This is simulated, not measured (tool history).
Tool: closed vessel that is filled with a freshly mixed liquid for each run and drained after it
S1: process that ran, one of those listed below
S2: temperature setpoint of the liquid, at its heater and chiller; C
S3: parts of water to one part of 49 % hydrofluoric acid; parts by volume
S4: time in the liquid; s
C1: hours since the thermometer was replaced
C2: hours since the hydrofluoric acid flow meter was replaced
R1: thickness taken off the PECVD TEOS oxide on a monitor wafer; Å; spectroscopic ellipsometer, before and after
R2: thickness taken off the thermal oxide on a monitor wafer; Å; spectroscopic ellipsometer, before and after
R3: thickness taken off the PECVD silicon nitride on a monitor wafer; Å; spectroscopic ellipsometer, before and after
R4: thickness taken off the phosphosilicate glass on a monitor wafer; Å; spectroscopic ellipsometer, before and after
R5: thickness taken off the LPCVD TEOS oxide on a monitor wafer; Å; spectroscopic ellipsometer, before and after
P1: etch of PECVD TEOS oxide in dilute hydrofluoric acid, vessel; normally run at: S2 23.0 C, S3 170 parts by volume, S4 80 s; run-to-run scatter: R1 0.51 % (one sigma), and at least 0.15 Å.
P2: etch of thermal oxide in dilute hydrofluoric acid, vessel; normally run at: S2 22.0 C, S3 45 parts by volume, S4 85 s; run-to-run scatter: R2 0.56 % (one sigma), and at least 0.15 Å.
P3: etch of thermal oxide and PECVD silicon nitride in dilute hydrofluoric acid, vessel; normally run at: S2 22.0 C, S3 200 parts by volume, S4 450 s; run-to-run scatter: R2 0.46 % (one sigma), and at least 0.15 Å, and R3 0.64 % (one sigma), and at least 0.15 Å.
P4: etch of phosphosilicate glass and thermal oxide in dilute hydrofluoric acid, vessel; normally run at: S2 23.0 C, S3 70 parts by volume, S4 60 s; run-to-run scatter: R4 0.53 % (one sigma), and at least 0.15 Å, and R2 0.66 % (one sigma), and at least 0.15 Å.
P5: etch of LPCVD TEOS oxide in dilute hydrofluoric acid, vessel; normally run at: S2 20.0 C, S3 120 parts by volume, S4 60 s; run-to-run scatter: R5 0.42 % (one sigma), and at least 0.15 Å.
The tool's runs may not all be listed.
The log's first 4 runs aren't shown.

Run 5, day 0.892: S1 P3, S2 29.5 C, S3 200 parts by volume, S4 450 s; C1 685.1; C2 1629.5. Result: R2 120.310 Å, R3 53.670 Å.
Run 6, day 1.092: S1 P4, S2 27.0 C, S3 70 parts by volume, S4 60 s; C1 689.9; C2 1634.3. Result: R2 46.677 Å, R4 1262.20 Å.
Run 7, day 1.225: S1 P5, S2 20.0 C, S3 120 parts by volume, S4 60 s; C1 693.1; C2 1637.5. Result: R5 153.69 Å.
Run 8, day 1.442: S1 P4, S2 23.0 C, S3 70 parts by volume, S4 60 s; C1 698.3; C2 1642.7. Result: R2 39.737 Å, R4 1072.40 Å.
Run 9, day 1.588: S1 P1, S2 23.0 C, S3 170 parts by volume, S4 125 s; C1 701.8; C2 1646.2. Result: R1 103.130 Å.
Run 10, day 1.792: S1 P1, S2 23.0 C, S3 95 parts by volume, S4 80 s; C1 706.7; C2 1651.1. Result: R1 129.480 Å.
Run 11, day 2.021: S1 P5, S2 20.0 C, S3 120 parts by volume, S4 105 s; C1 712.2; C2 1656.6. Result: R5 268.65 Å.
Run 12, day 2.162: S1 P5, S2 27.0 C, S3 120 parts by volume, S4 60 s; C1 715.6; C2 1660.0. Result: R5 202.87 Å.
Run 13, day 2.400: S1 P5, S2 20.0 C, S3 55 parts by volume, S4 60 s; C1 721.3; C2 1665.7. Result: R5 359.40 Å.
Run 14, day 2.542: S1 P2, S2 22.0 C, S3 45 parts by volume, S4 120 s; C1 724.7; C2 1669.1. Result: R2 121.840 Å.
Run 15, day 2.729: S1 P1, S2 23.0 C, S3 170 parts by volume, S4 80 s; C1 729.2; C2 1673.6. Result: R1 66.337 Å.
Run 16, day 2.912: S1 P1, S2 23.0 C, S3 170 parts by volume, S4 80 s; C1 733.6; C2 1678.0. Result: R1 66.310 Å.
Run 17, day 3.075: S1 P1, S2 23.0 C, S3 170 parts by volume, S4 80 s; C1 737.5; C2 1681.9. Result: R1 66.202 Å.
Run 18, day 3.217: S1 P1, S2 23.0 C, S3 170 parts by volume, S4 80 s; C1 740.9; C2 1685.3. Result: R1 65.861 Å.
At day 3.229: thermometer replaced.
Run 19, day 3.396: S1 P1, S2 17.0 C, S3 170 parts by volume, S4 120 s; C1 4.1; C2 1689.6. Result: R1 77.029 Å.
Run 20, day 3.504: S1 P1, S2 17.0 C, S3 170 parts by volume, S4 80 s; C1 6.7; C2 1692.2. Result: R1 51.962 Å.
At day 3.538: hydrofluoric acid flow meter replaced.
Run 21, day 3.629: S1 P2, S2 22.0 C, S3 65 parts by volume, S4 85 s; C1 9.7; C2 2.3. Result: R2 57.807 Å.
Run 22, day 3.825: S1 P1, S2 23.0 C, S3 170 parts by volume, S4 30 s; C1 14.4; C2 7.0. Result: R1 24.752 Å.
Run 23, day 4.071: S1 P3, S2 22.0 C, S3 85 parts by volume, S4 450 s; C1 20.3; C2 12.9. Result: R2 243.630 Å, R3 78.016 Å.
Run 24, day 4.300: S1 P4, S2 23.0 C, S3 105 parts by volume, S4 60 s; C1 25.8; C2 18.4. Result: R2 25.542 Å, R4 688.45 Å.
Run 25, day 4.546: S1 P1, S2 23.0 C, S3 115 parts by volume, S4 45 s; C1 31.7; C2 24.3. Result: R1 58.694 Å.
Run 26, day 4.700: S1 P1, S2 23.0 C, S3 280 parts by volume, S4 80 s; C1 35.4; C2 28.0. Result: R1 35.843 Å.
Run 27, day 4.862: S1 P2, S2 22.0 C, S3 45 parts by volume, S4 85 s; C1 39.3; C2 31.9. Result: R2 85.379 Å.
Run 28, day 5.033: S1 P3, S2 22.0 C, S3 200 parts by volume, S4 195 s; C1 43.4; C2 36.0. Result: R2 39.681 Å, R3 14.415 Å.

Run 29 comes next. What will it give?
Run 29, day 5.288: S1 P1, S2 28.5 C, S3 170 parts by volume, S4 80 s; C1 49.5; C2 42.1. Result: R1 ?.

{"run 29": {"R1": 81.325}}
